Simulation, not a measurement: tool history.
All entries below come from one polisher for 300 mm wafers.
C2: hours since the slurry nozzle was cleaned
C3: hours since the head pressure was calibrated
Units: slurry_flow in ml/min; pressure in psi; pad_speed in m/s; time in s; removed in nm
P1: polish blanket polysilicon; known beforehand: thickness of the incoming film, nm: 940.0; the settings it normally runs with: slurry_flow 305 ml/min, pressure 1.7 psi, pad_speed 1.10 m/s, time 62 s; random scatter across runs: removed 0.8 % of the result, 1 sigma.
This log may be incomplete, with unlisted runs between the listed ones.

Run 1, hour 6.3: slurry_flow 305 ml/min, pressure 1.7 psi, pad_speed 1.10 m/s, time 62 s; wafers polished on this pad 157; C2 211.2; C3 1091.6. Result: removed 287.83 nm.
Run 2, hour 14.2: slurry_flow 305 ml/min, pressure 1.7 psi, pad_speed 1.10 m/s, time 91 s; wafers polished on this pad 210; C2 219.1; C3 1099.5. Result: removed 420.46 nm.
Run 3, hour 20.6: slurry_flow 305 ml/min, pressure 2.6 psi, pad_speed 1.10 m/s, time 62 s; wafers polished on this pad 253; C2 225.5; C3 1105.9. Result: removed 448.20 nm.
Run 4, hour 27.5: slurry_flow 305 ml/min, pressure 1.7 psi, pad_speed 1.42 m/s, time 62 s; wafers polished on this pad 299; C2 232.4; C3 1112.8. Result: removed 375.46 nm.
Run 5, hour 37.1: slurry_flow 305 ml/min, pressure 0.8 psi, pad_speed 1.10 m/s, time 62 s; wafers polished on this pad 364; C2 242.0; C3 1122.4. Result: removed 138.41 nm.
Run 6, hour 45.1: slurry_flow 305 ml/min, pressure 1.7 psi, pad_speed 1.10 m/s, time 44 s; wafers polished on this pad 418; C2 250.0; C3 1130.4. Result: removed 208.93 nm.
Run 7, hour 54.4: slurry_flow 305 ml/min, pressure 1.7 psi, pad_speed 1.10 m/s, time 62 s; wafers polished on this pad 480; C2 259.3; C3 1139.7. Result: removed 289.40 nm.
Run 8, hour 61.5: slurry_flow 305 ml/min, pressure 1.0 psi, pad_speed 1.50 m/s, time 62 s; wafers polished on this pad 528; C2 266.4; C3 1146.8. Result: removed 233.43 nm.
Run 9, hour 71.6: slurry_flow 415 ml/min, pressure 1.7 psi, pad_speed 1.10 m/s, time 62 s; wafers polished on this pad 596; C2 276.5; C3 1156.9. Result: removed 296.50 nm.
At hour 75.0: head pressure recalibrated.
Run 10, hour 81.4: slurry_flow 305 ml/min, pressure 1.7 psi, pad_speed 1.10 m/s, time 62 s; wafers polished on this pad 662; C2 286.3; C3 6.5. Result: removed 286.81 nm.
Run 11, hour 89.3: slurry_flow 305 ml/min, pressure 1.7 psi, pad_speed 1.10 m/s, time 62 s; wafers polished on this pad 715; C2 294.2; C3 14.4. Result: removed 289.23 nm.
Run 12, hour 98.2: slurry_flow 305 ml/min, pressure 1.7 psi, pad_speed 0.66 m/s, time 62 s; wafers polished on this pad 775; C2 303.1; C3 23.3. Result: removed 175.29 nm.
Run 13, hour 108.4: slurry_flow 185 ml/min, pressure 1.7 psi, pad_speed 1.10 m/s, time 62 s; wafers polished on this pad 844; C2 313.3; C3 33.5. Result: removed 274.71 nm.

Forecast run 14:
Run 14, hour 117.1: slurry_flow 305 ml/min, pressure 1.7 psi, pad_speed 1.10 m/s, time 62 s; wafers polished on this pad 902; C2 322.0; C3 42.2. Result: removed ?.

removed: 284.69 nm
